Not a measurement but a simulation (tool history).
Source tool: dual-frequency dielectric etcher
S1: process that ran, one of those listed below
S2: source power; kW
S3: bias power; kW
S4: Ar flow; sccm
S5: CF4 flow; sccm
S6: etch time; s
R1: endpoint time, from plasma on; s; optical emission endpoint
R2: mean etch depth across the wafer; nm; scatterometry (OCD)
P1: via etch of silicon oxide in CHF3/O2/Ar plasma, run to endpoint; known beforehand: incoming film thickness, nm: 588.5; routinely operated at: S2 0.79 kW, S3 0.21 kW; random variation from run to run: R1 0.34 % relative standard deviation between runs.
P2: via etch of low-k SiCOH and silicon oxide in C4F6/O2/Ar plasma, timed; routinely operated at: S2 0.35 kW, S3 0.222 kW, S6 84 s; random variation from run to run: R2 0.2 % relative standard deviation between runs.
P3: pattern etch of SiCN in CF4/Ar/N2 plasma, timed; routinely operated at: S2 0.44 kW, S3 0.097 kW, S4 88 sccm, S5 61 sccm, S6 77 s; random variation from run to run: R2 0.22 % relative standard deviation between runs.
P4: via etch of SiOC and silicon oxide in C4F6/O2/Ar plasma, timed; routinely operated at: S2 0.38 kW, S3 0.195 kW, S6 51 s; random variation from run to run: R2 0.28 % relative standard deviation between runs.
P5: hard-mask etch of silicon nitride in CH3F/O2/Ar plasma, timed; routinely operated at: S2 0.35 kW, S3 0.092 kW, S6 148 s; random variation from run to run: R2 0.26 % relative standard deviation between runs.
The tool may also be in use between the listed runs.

Run 1, hour 8.1: S1 P1, S2 0.79 kW, S3 0.21 kW. Result: R1 253.46 s.
Run 2, hour 11.9: S1 P3, S2 0.44 kW, S3 0.097 kW, S4 88 sccm, S5 61 sccm, S6 77 s. Result: R2 72.29 nm.
Run 3, hour 18.7: S1 P4, S2 0.38 kW, S3 0.195 kW, S6 51 s. Result: R2 59.281 nm.
Run 4, hour 24.7: S1 P1, S2 0.97 kW, S3 0.21 kW. Result: R1 234.04 s.
Run 5, hour 32.9: S1 P1, S2 0.62 kW, S3 0.148 kW. Result: R1 311.01 s.
Run 6, hour 36.6: S1 P1, S2 0.79 kW, S3 0.21 kW. Result: R1 253.59 s.
Run 7, hour 40.6: S1 P2, S2 0.35 kW, S3 0.131 kW, S6 84 s. Result: R2 201.66 nm.
Run 8, hour 46: S1 P4, S2 0.38 kW, S3 0.195 kW, S6 51 s. Result: R2 59.475 nm.
Run 9, hour 52.4: S1 P4, S2 0.38 kW, S3 0.195 kW, S6 75 s. Result: R2 87.461 nm.
Run 10, hour 56.6: S1 P5, S2 0.47 kW, S3 0.092 kW, S6 148 s. Result: R2 122.06 nm.
At hour 60.3: wet clean of the chamber.
Run 11, hour 62.9: S1 P2, S2 0.35 kW, S3 0.222 kW, S6 46 s. Result: R2 130.54 nm.
Run 12, hour 67: S1 P2, S2 0.35 kW, S3 0.222 kW, S6 84 s. Result: R2 239.22 nm.
Run 13, hour 74.2: S1 P1, S2 0.96 kW, S3 0.14 kW. Result: R1 266.16 s.
Run 14, hour 80.3: S1 P5, S2 0.35 kW, S3 0.092 kW, S6 148 s. Result: R2 109.89 nm.
Run 15, hour 84.4: S1 P1, S2 0.79 kW, S3 0.21 kW. Result: R1 254.64 s.
Run 16, hour 91.3: S1 P4, S2 0.51 kW, S3 0.195 kW, S6 51 s. Result: R2 66.661 nm.
Run 17, hour 96.9: S1 P3, S2 0.58 kW, S3 0.097 kW, S4 88 sccm, S5 61 sccm, S6 77 s. Result: R2 91.779 nm.
Run 18, hour 103.3: S1 P3, S2 0.44 kW, S3 0.064 kW, S4 88 sccm, S5 61 sccm, S6 77 s. Result: R2 62.279 nm.
Run 19, hour 108.5: S1 P5, S2 0.35 kW, S3 0.092 kW, S6 211.5 s. Result: R2 155.98 nm.
Run 20, hour 112.5: S1 P3, S2 0.44 kW, S3 0.097 kW, S4 88 sccm, S5 61 sccm, S6 77 s. Result: R2 71.929 nm.
Run 21, hour 120.3: S1 P1, S2 0.79 kW, S3 0.21 kW. Result: R1 252.73 s.
Run 22, hour 127: S1 P4, S2 0.38 kW, S3 0.246 kW, S6 51 s. Result: R2 64.309 nm.
Run 23, hour 132.2: S1 P1, S2 0.79 kW, S3 0.294 kW. Result: R1 224.01 s.
Run 24, hour 140.2: S1 P1, S2 0.79 kW, S3 0.21 kW. Result: R1 252.95 s.
Run 25, hour 147: S1 P1, S2 0.54 kW, S3 0.21 kW. Result: R1 291.21 s.
Run 26, hour 154.4: S1 P3, S2 0.44 kW, S3 0.097 kW, S4 56 sccm, S5 61 sccm, S6 77 s. Result: R2 76.106 nm.
Run 27, hour 161.1: S1 P3, S2 0.44 kW, S3 0.097 kW, S4 88 sccm, S5 61 sccm, S6 59.5 s. Result: R2 55.598 nm.
Run 28, hour 169: S1 P2, S2 0.22 kW, S3 0.222 kW, S6 84 s. Result: R2 199.29 nm.
Run 29, hour 177.1: S1 P5, S2 0.35 kW, S3 0.065 kW, S6 148 s. Result: R2 97.021 nm.
Run 30, hour 182.4: S1 P5, S2 0.35 kW, S3 0.092 kW, S6 148 s. Result: R2 109.35 nm.

Estimate the outcome of run 31 from the log above:
Run 31, hour 187.6: S1 P1, S2 1.05 kW, S3 0.27 kW. Result: R1 ?.

R1: 210 s
